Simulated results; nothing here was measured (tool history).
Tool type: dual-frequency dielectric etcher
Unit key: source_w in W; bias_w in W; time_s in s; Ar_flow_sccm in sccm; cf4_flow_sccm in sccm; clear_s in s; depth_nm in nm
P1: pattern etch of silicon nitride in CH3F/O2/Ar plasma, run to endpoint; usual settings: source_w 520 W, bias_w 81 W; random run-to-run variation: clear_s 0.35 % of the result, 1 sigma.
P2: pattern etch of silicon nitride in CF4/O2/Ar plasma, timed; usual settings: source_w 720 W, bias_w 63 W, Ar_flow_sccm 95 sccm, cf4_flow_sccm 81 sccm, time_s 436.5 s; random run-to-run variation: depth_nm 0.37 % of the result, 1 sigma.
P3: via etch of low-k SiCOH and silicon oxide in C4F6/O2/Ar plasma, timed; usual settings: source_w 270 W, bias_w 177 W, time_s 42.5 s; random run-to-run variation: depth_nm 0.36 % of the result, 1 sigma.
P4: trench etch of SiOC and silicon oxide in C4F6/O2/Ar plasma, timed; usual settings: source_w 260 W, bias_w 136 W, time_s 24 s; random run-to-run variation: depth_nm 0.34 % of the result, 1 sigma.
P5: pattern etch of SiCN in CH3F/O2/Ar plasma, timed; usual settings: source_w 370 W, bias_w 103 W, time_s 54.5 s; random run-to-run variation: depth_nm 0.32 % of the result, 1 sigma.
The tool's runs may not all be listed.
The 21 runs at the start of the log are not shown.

run   hour  process  source_w  bias_w  time_s  Ar_flow_sccm  cf4_flow_sccm  clear_s  depth_nm
     271.6  -- wet clean of the chamber
 22  273.6       P3       270     177    56.5                                          112.58
 23  281.8       P1       520      66                                        57.359
 24  290.1       P5       370     103    74.5                                          31.581
 25  300.2       P2       720      78   436.5            95             81             1348.7
 26  310.8       P2       720      63   436.5           128             81             1195.7
 27  325.1       P1       520      81                                        53.679
 28  341.8       P3       270     177    42.5                                          85.221
 29  357.7       P1       520      81                                         53.33
 30  368.6       P4       260     187      24                                          41.204
 31  382.9       P1       520      81                                         53.52
 32  391.3       P5       370      66    54.5                                          19.577
 33  406.7       P4       170     136      24                                          31.516
 34  420.7       P1       520      81                                        53.679

Run 35 comes next. What will it give?
 35   437       P1       520      81                                             ?

clear_s: 53.672 s
